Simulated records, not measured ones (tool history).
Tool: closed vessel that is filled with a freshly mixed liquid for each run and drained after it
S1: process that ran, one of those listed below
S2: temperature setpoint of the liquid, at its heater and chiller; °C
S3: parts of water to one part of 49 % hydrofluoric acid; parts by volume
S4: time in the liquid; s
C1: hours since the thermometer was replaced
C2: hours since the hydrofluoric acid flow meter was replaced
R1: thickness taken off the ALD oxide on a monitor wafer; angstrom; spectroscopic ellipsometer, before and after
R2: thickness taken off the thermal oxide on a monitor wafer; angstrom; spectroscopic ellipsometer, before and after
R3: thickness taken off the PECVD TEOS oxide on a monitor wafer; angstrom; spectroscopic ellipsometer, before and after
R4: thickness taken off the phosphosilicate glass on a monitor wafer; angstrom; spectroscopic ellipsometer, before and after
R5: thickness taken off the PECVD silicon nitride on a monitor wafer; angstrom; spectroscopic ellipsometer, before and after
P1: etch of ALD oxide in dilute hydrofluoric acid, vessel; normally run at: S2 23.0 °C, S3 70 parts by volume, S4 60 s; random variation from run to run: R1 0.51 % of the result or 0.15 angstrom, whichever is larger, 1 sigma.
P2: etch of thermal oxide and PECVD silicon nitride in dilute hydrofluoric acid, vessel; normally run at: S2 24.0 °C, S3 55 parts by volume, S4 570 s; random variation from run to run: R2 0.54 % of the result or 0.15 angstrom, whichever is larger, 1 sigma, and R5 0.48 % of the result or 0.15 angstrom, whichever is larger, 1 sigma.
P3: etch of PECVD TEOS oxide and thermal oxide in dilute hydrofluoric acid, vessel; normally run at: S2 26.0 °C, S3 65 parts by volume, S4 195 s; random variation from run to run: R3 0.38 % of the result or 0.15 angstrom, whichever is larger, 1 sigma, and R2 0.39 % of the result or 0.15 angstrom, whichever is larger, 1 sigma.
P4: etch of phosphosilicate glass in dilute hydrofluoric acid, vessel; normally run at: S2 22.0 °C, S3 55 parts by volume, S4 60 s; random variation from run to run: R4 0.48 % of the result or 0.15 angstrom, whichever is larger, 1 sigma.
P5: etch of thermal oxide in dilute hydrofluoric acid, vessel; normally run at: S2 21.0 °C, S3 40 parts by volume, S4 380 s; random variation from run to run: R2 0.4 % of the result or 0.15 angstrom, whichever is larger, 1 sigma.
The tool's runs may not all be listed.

| run | hour | S1 | S2 | S3 | S4 | C1 | C2 | R1 | R2 | R3 | R4 | R5 |
|---|---|---|---|---|---|---|---|---|---|---|---|---|
| 1 | 5.0 | P1 | 23.0 | 70 | 60 | 1287.2 | 442.6 | 151.180 |  |  |  |  |
| 2 | 14.9 | P5 | 17.0 | 40 | 380 | 1297.1 | 452.5 |  | 352.580 |  |  |  |
| 3 | 23.7 | P1 | 23.0 | 70 | 60 | 1305.9 | 461.3 | 149.640 |  |  |  |  |
| 4 | 30.2 | P1 | 23.0 | 70 | 60 | 1312.4 | 467.8 | 150.200 |  |  |  |  |
| 5 | 37.5 | P3 | 20.0 | 65 | 195 | 1319.7 | 475.1 |  | 117.650 | 246.77 |  |  |
| 6 | 44.5 | P4 | 22.0 | 55 | 85 | 1326.7 | 482.1 |  |  |  | 1286.60 |  |
| 7 | 49.1 | P1 | 17.0 | 70 | 60 | 1331.3 | 486.7 | 117.050 |  |  |  |  |
| 8 | 54.5 | P4 | 22.0 | 100 | 60 | 1336.7 | 492.1 |  |  |  | 467.58 |  |
| 9 | 60.9 | P4 | 22.0 | 55 | 60 | 1343.1 | 498.5 |  |  |  | 894.65 |  |
| 10 | 70.7 | P5 | 21.0 | 40 | 380 | 1352.9 | 508.3 |  | 417.510 |  |  |  |
| 11 | 76.1 | P2 | 17.0 | 55 | 570 | 1358.3 | 513.7 |  | 385.010 |  |  | 275.54 |
| 12 | 83.5 | P1 | 17.0 | 70 | 35 | 1365.7 | 521.1 | 67.485 |  |  |  |  |
| 13 | 88.8 | P1 | 27.5 | 100 | 60 | 1371.0 | 526.4 | 120.530 |  |  |  |  |
| 14 | 97.7 | P1 | 23.0 | 70 | 60 | 1379.9 | 535.3 | 149.720 |  |  |  |  |
| 15 | 105.6 | P3 | 26.0 | 65 | 195 | 1387.8 | 543.2 |  | 150.120 | 317.06 |  |  |
| 16 | 111.7 | P3 | 26.0 | 65 | 30 | 1393.9 | 549.3 |  | 23.461 | 48.89 |  |  |
| 17 | 119.4 | P2 | 24.0 | 55 | 570 | 1401.6 | 557.0 |  | 514.070 |  |  | 448.99 |
| 18 | 125.3 | P2 | 24.0 | 55 | 995 | 1407.5 | 562.9 |  | 896.940 |  |  | 786.61 |
| 19 | 133.0 | P1 | 23.0 | 105 | 60 | 1415.2 | 570.6 | 95.534 |  |  |  |  |
| 20 | 142.6 | P2 | 24.0 | 20 | 570 | 1424.8 | 580.2 |  | 1495.700 |  |  | 1198.20 |
| 21 | 148.6 | P1 | 23.0 | 70 | 30 | 1430.8 | 586.2 | 74.658 |  |  |  |  |
| 22 | 157.4 | P1 | 31.0 | 70 | 60 | 1439.6 | 595.0 | 206.110 |  |  |  |  |
| 23 | 162.3 | P3 | 26.0 | 95 | 195 | 1444.5 | 599.9 |  | 99.196 | 206.70 |  |  |
| 24 | 169.0 | P5 | 21.0 | 40 | 55 | 1451.2 | 606.6 |  | 60.877 |  |  |  |
| 25 | 177.5 | P2 | 24.0 | 55 | 570 | 1459.7 | 615.1 |  | 516.120 |  |  | 452.27 |
| 26 | 182.6 | P1 | 18.5 | 70 | 30 | 1464.8 | 620.2 | 61.457 |  |  |  |  |
| 27 | 192.2 | P1 | 23.0 | 70 | 60 | 1474.4 | 629.8 | 150.050 |  |  |  |  |
|  | 197.3 | hydrofluoric acid flow meter replaced |
| 28 | 198.3 | P4 | 17.0 | 55 | 60 | 1480.5 | 1.1 |  |  |  | 730.43 |  |
| 29 | 205.7 | P1 | 23.0 | 70 | 85 | 1487.9 | 8.5 | 214.460 |  |  |  |  |
| 30 | 211.6 | P5 | 21.0 | 20 | 380 | 1493.8 | 14.4 |  | 859.050 |  |  |  |
| 31 | 219.9 | P5 | 21.0 | 40 | 380 | 1502.1 | 22.7 |  | 419.010 |  |  |  |
| 32 | 226.6 | P4 | 22.0 | 55 | 60 | 1508.8 | 29.4 |  |  |  | 897.88 |  |
| 33 | 231.8 | P1 | 23.0 | 45 | 60 | 1514.0 | 34.6 | 241.040 |  |  |  |  |
| 34 | 238.9 | P1 | 23.0 | 70 | 60 | 1521.1 | 41.7 | 150.270 |  |  |  |  |
| 35 | 244.8 | P1 | 23.0 | 70 | 60 | 1527.0 | 47.6 | 149.480 |  |  |  |  |
| 36 | 250.6 | P1 | 23.0 | 70 | 60 | 1532.8 | 53.4 | 152.860 |  |  |  |  |
| 37 | 260.5 | P1 | 23.0 | 70 | 60 | 1542.7 | 63.3 | 158.430 |  |  |  |  |
| 38 | 269.6 | P1 | 23.0 | 70 | 60 | 1551.8 | 72.4 | 160.050 |  |  |  |  |
| 39 | 277.2 | P1 | 23.0 | 70 | 60 | 1559.4 | 80.0 | 160.720 |  |  |  |  |
| 40 | 282.8 | P1 | 23.0 | 70 | 60 | 1565.0 | 85.6 | 162.240 |  |  |  |  |
| 41 | 288.6 | P1 | 23.0 | 70 | 60 | 1570.8 | 91.4 | 161.450 |  |  |  |  |
| 42 | 297.6 | P1 | 23.0 | 70 | 60 | 1579.8 | 100.4 | 163.890 |  |  |  |  |
| 43 | 302.7 | P1 | 23.0 | 70 | 60 | 1584.9 | 105.5 | 163.170 |  |  |  |  |
| 44 | 312.5 | P1 | 23.0 | 70 | 60 | 1594.7 | 115.3 | 163.500 |  |  |  |  |
| 45 | 321.7 | P1 | 23.0 | 70 | 60 | 1603.9 | 124.5 | 164.960 |  |  |  |  |

What P1 gives has crept away from where it was. These 2 causes fit the log equally well, each at the size given:
A: hydrofluoric acid flow above the setpoint (%) = 8.25
B: liquid hotter than its thermometer reads (K) = 2.13
The creep began at about hour 244.8.

4 check runs are offered, one wafer each, their results left as question marks. Which one tells the causes apart?
| check 1 | 330.9 | P2 | 18.5 | 55 | 990 |  |  |  | ? |  |  | ? |
| check 2 | 330.9 | P5 | 21.0 | 40 | 110 |  |  |  | ? |  |  |  |
| check 3 | 330.9 | P4 | 17.0 | 100 | 60 |  |  |  |  |  | ? |  |
| check 4 | 330.9 | P3 | 22.0 | 65 | 195 |  |  |  | ? | ? |  |  |

What each check would give under each cause:
| check | result | if A | if B |
|---|---|---|---|
| check 1 | R2 | 773.890 | 778.850 |
| check 1 | R5 | 578.58 | 621.30 |
| check 2 | R2 | 131.570 | 132.440 |
| check 3 | R4 | 418.33 | 419.07 |
| check 4 | R2 | 139.280 | 139.550 |
| check 4 | R3 | 293.14 | 293.71 |
How far apart the two closest causes lie, in the result that separates them most: check 1 7.12 %; check 2 0.66 %; check 3 0.18 %; check 4 0.2 %
Only check 1 tells the causes apart: in the others they would give nearly the same result.

Then check 1 was run and gave: R2 773.580 angstrom; R5 577.20 angstrom. Which cause is it?

It is A: hydrofluoric acid flow above the setpoint (%).

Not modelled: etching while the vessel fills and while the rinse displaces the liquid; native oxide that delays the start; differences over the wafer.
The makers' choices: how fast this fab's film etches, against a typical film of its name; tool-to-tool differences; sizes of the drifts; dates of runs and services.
